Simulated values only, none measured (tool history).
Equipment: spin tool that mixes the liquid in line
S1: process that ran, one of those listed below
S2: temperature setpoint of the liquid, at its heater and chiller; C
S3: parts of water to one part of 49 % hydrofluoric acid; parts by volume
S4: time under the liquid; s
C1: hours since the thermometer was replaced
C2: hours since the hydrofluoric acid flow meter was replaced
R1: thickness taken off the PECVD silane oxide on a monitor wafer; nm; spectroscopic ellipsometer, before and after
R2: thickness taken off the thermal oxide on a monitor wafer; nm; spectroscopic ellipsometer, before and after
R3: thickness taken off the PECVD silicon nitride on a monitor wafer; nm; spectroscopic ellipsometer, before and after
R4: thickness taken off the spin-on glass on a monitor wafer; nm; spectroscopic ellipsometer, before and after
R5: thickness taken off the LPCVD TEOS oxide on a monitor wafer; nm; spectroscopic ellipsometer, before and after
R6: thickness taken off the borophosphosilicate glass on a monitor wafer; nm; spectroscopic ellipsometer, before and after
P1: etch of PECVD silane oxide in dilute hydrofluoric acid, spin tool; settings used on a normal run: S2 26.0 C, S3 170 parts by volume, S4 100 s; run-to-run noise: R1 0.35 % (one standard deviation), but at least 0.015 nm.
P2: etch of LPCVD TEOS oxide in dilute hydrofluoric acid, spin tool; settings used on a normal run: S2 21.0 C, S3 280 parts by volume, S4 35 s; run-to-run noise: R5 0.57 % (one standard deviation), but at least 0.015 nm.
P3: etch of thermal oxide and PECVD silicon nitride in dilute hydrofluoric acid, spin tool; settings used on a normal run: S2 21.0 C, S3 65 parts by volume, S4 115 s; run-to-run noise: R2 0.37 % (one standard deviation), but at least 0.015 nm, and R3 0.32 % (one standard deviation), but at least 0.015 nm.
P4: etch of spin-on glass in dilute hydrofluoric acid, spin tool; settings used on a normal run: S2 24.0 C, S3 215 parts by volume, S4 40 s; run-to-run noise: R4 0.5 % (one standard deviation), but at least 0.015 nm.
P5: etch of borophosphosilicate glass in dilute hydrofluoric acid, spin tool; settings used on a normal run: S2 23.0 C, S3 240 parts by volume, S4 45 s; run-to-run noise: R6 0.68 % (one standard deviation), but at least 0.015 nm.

run 1 hour=7.4 | S1=P1 S2=26.0 S3=170 S4=100 | C1=628.5 C2=747.4 | R1=9.8013
run 2 hour=14.3 | S1=P1 S2=26.0 S3=290 S4=100 | C1=635.4 C2=754.3 | R1=5.1095
run 3 hour=21.8 | S1=P3 S2=21.0 S3=65 S4=235 | C1=642.9 C2=761.8 | R2=17.0160 R3=14.0870
run 4 hour=26.8 | S1=P4 S2=19.5 S3=215 S4=40 | C1=647.9 C2=766.8 | R4=5.0173
run 5 hour=32.1 | S1=P3 S2=21.0 S3=65 S4=115 | C1=653.2 C2=772.1 | R2=8.2991 R3=6.8949
run 6 hour=37.4 | S1=P4 S2=24.0 S3=215 S4=15 | C1=658.5 C2=777.4 | R4=2.2256
run 7 hour=43.7 | S1=P1 S2=30.5 S3=170 S4=100 | C1=664.8 C2=783.7 | R1=11.6530
run 8 hour=48.0 | S1=P1 S2=26.0 S3=100 S4=15 | C1=669.1 C2=788.0 | R1=2.7330
run 9 hour=55.5 | S1=P2 S2=21.0 S3=280 S4=35 | C1=676.6 C2=795.5 | R5=5.0780
run 10 hour=59.5 | S1=P2 S2=25.0 S3=280 S4=35 | C1=680.6 C2=799.5 | R5=5.8437
run 11 hour=67.7 | S1=P5 S2=23.0 S3=240 S4=15 | C1=688.8 C2=807.7 | R6=1.4094
run 12 hour=73.5 | S1=P5 S2=23.0 S3=240 S4=45 | C1=694.6 C2=813.5 | R6=4.2281
run 13 hour=81.1 | S1=P1 S2=26.0 S3=170 S4=100 | C1=702.2 C2=821.1 | R1=9.8993
run 14 hour=89.3 | S1=P2 S2=21.0 S3=280 S4=35 | C1=710.4 C2=829.3 | R5=5.0191
run 15 hour=96.9 | S1=P2 S2=21.0 S3=280 S4=65 | C1=718.0 C2=836.9 | R5=9.4118
run 16 hour=101.2 | S1=P5 S2=18.5 S3=240 S4=45 | C1=722.3 C2=841.2 | R6=3.6079
run 17 hour=105.6 | S1=P5 S2=23.0 S3=385 S4=45 | C1=726.7 C2=845.6 | R6=2.2854
run 18 hour=109.5 | S1=P1 S2=22.0 S3=255 S4=100 | C1=730.6 C2=849.5 | R1=5.1998
run 19 hour=116.0 | S1=P1 S2=26.0 S3=170 S4=100 | C1=737.1 C2=856.0 | R1=9.8697
run 20 hour=119.6 | S1=P1 S2=26.0 S3=170 S4=100 | C1=740.7 C2=859.6 | R1=9.9352
run 21 hour=125.1 | S1=P1 S2=26.0 S3=170 S4=20 | C1=746.2 C2=865.1 | R1=1.9828
run 22 hour=131.5 | S1=P1 S2=26.0 S3=70 S4=100 | C1=752.6 C2=871.5 | R1=27.1340
run 23 hour=139.8 | S1=P1 S2=20.5 S3=170 S4=100 | C1=760.9 C2=879.8 | R1=7.9986
run 24 hour=147.3 | S1=P1 S2=26.0 S3=170 S4=175 | C1=768.4 C2=887.3 | R1=17.4180
run 25 hour=154.7 | S1=P3 S2=26.5 S3=65 S4=115 | C1=775.8 C2=894.7 | R2=10.3470 R3=9.9561
run 26 hour=162.6 | S1=P4 S2=24.0 S3=215 S4=40 | C1=783.7 C2=902.6 | R4=5.8982
run 27 hour=169.1 | S1=P2 S2=21.0 S3=175 S4=35 | C1=790.2 C2=909.1 | R5=9.0826
run 28 hour=176.3 | S1=P4 S2=24.0 S3=130 S4=40 | C1=797.4 C2=916.3 | R4=10.8000
run 29 hour=184.5 | S1=P3 S2=21.0 S3=40 S4=115 | C1=805.6 C2=924.5 | R2=13.9910 R3=11.1290
run 30 hour=190.8 | S1=P1 S2=26.0 S3=170 S4=100 | C1=811.9 C2=930.8 | R1=9.8637
run 31 hour=195.6 | S1=P1 S2=26.0 S3=170 S4=100 | C1=816.7 C2=935.6 | R1=10.1550
run 32 hour=200.6 | S1=P1 S2=26.0 S3=170 S4=100 | C1=821.7 C2=940.6 | R1=10.4460
run 33 hour=205.9 | S1=P1 S2=26.0 S3=170 S4=100 | C1=827.0 C2=945.9 | R1=10.5980
run 34 hour=214.1 | S1=P1 S2=26.0 S3=170 S4=100 | C1=835.2 C2=954.1 | R1=10.6440
run 35 hour=219.7 | S1=P1 S2=26.0 S3=170 S4=100 | C1=840.8 C2=959.7 | R1=10.7750
run 36 hour=224.8 | S1=P1 S2=26.0 S3=170 S4=100 | C1=845.9 C2=964.8 | R1=10.7840
run 37 hour=230.6 | S1=P1 S2=26.0 S3=170 S4=100 | C1=851.7 C2=970.6 | R1=10.7900

What P1 gives has crept off from where it sat before. The 2 causes that follow fit the log equally well, each at the size noted:
A: hydrofluoric acid flow above the setpoint (%) = 6.97
B: liquid hotter than its thermometer reads (K) = 2.21
The process output started creeping at around hour 190.8.

Consider the 4 single-wafer check runs listed below, results given as question marks: which one distinguishes between the causes by giving clearly different results for each?
run check 1 hour=236.4 | S1=P4 S2=21.0 S3=215 S4=20 | R4=?
run check 2 hour=236.4 | S1=P3 S2=21.0 S3=65 S4=225 | R2=? R3=?
run check 3 hour=236.4 | S1=P2 S2=21.0 S3=280 S4=60 | R5=?
run check 4 hour=236.4 | S1=P5 S2=23.0 S3=360 S4=15 | R6=?

Check results expected under each cause:
check=check_1 result=R4 if_A=2.8723 if_B=2.8760
check=check_2 result=R2 if_A=17.4420 if_B=17.7710
check=check_2 result=R3 if_A=14.4270 if_B=15.6960
check=check_3 result=R5 if_A=9.4518 if_B=9.4053
check=check_4 result=R6 if_A=0.91622 if_B=0.90280
Smallest distance between any two causes, each pair judged by its most separating result, in per cent: check 1 0.13 %; check 2 8.43 %; check 3 0.49 %; check 4 1.48 %
Only in check 2 would the causes give clearly different results; in the remaining checks their results would be nearly the same.

Running check 2 produced the following: R2 17.7660 nm; R3 15.6410 nm. Which one of the listed causes fits?

The cause is B: liquid hotter than its thermometer reads (K).
